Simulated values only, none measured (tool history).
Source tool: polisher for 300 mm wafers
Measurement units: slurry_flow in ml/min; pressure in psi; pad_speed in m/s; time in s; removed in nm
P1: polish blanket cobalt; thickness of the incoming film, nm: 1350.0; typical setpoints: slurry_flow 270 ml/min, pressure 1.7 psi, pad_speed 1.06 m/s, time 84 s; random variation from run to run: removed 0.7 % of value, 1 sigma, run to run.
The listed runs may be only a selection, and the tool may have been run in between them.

| run | hour | slurry_flow | pressure | pad_speed | time | wafers polished on this pad | hours since the slurry nozzle was cleaned | hours since the head pressure was calibrated | removed |
|---|---|---|---|---|---|---|---|---|---|
| 1 | 7.6 | 270 | 1.7 | 1.06 | 84 | 503 | 319.4 | 418.0 | 377.33 |
| 2 | 14.4 | 160 | 1.7 | 1.06 | 84 | 543 | 326.2 | 424.8 | 348.18 |
| 3 | 22.2 | 270 | 1.7 | 1.06 | 125 | 589 | 334.0 | 432.6 | 554.92 |
| 4 | 35.8 | 270 | 1.7 | 1.66 | 84 | 669 | 347.6 | 446.2 | 577.57 |
|  | 48.0 | worn pad replaced by a new one |
| 5 | 48.2 | 270 | 1.7 | 1.06 | 84 | 1 | 360.0 | 458.6 | 375.98 |
| 6 | 58.0 | 270 | 1.7 | 1.06 | 84 | 58 | 369.8 | 468.4 | 372.08 |
| 7 | 66.6 | 270 | 2.6 | 1.06 | 84 | 109 | 378.4 | 477.0 | 577.83 |
| 8 | 82.4 | 270 | 1.7 | 0.48 | 84 | 201 | 394.2 | 492.8 | 170.53 |
| 9 | 92.5 | 270 | 1.7 | 1.06 | 84 | 261 | 404.3 | 502.9 | 377.17 |
| 10 | 105.0 | 270 | 0.9 | 1.06 | 84 | 334 | 416.8 | 515.4 | 197.72 |
| 11 | 116.2 | 270 | 1.7 | 1.06 | 47 | 400 | 428.0 | 526.6 | 206.96 |
| 12 | 125.5 | 270 | 1.7 | 1.06 | 84 | 454 | 437.3 | 535.9 | 369.27 |
| 13 | 134.5 | 355 | 1.7 | 0.60 | 84 | 507 | 446.3 | 544.9 | 216.92 |
| 14 | 145.1 | 345 | 1.7 | 1.06 | 84 | 569 | 456.9 | 555.5 | 381.06 |
| 15 | 156.1 | 270 | 1.7 | 1.06 | 84 | 634 | 467.9 | 566.5 | 372.39 |
| 16 | 168.3 | 270 | 1.7 | 1.06 | 84 | 705 | 480.1 | 578.7 | 374.14 |
| 17 | 178.3 | 270 | 1.7 | 1.06 | 84 | 764 | 490.1 | 588.7 | 367.27 |
| 18 | 192.3 | 270 | 1.7 | 1.06 | 84 | 846 | 504.1 | 602.7 | 367.53 |
|  | 196.6 | worn pad replaced by a new one |
| 19 | 202.5 | 270 | 1.7 | 1.06 | 84 | 35 | 514.3 | 612.9 | 359.34 |
| 20 | 213.4 | 270 | 1.7 | 1.06 | 84 | 98 | 525.2 | 623.8 | 359.73 |
| 21 | 225.2 | 270 | 1.7 | 1.06 | 84 | 168 | 537.0 | 635.6 | 352.90 |
| 22 | 236.8 | 270 | 1.7 | 1.06 | 84 | 236 | 548.6 | 647.2 | 358.10 |

What P1 gives has crept away from where it was. These 2 causes fit the log equally well, each at the size given:
A: head's pressure below its setpoint, % = 4.37
B: slurry flow missing at the pad, % = 31.3
At approximately hour 168.3, the process output began to creep.
Excluded causes, each with its reason:
removal rate lost through wear of the pad, %: work on it at hour 196.6, done after the drift set in, did not restore what the process gave before

Each of the check runs listed below is run on 5 wafers and reports their average, with the results left as question marks. Pick the one under which the possible causes would lead to clearly different results.
| check 1 | 248.4 | 270 | 2.5 | 1.06 | 84 |  |  |  | ? |
| check 2 | 248.4 | 165 | 1.7 | 1.38 | 84 |  |  |  | ? |
| check 3 | 248.4 | 270 | 1.7 | 1.54 | 84 |  |  |  | ? |
| check 4 | 248.4 | 270 | 1.7 | 1.50 | 84 |  |  |  | ? |

Outcome of each check run for each possible cause:
| check | result | if A | if B |
|---|---|---|---|
| check 1 | removed | 524.62 | 524.63 |
| check 2 | removed | 436.46 | 425.28 |
| check 3 | removed | 518.28 | 518.30 |
| check 4 | removed | 504.82 | 504.83 |
Smallest distance between any two causes, each pair judged by its most separating result, in per cent: check 1 0 %; check 2 2.59 %; check 3 0 %; check 4 0 %
The other checks would show nearly matching results whichever cause is true, so check 2 is the only one that separates the causes.

The results of check 2 are: removed 424.38 nm. Based on these, which of the listed causes is it?

The correct cause is B, namely: slurry flow missing at the pad, %.

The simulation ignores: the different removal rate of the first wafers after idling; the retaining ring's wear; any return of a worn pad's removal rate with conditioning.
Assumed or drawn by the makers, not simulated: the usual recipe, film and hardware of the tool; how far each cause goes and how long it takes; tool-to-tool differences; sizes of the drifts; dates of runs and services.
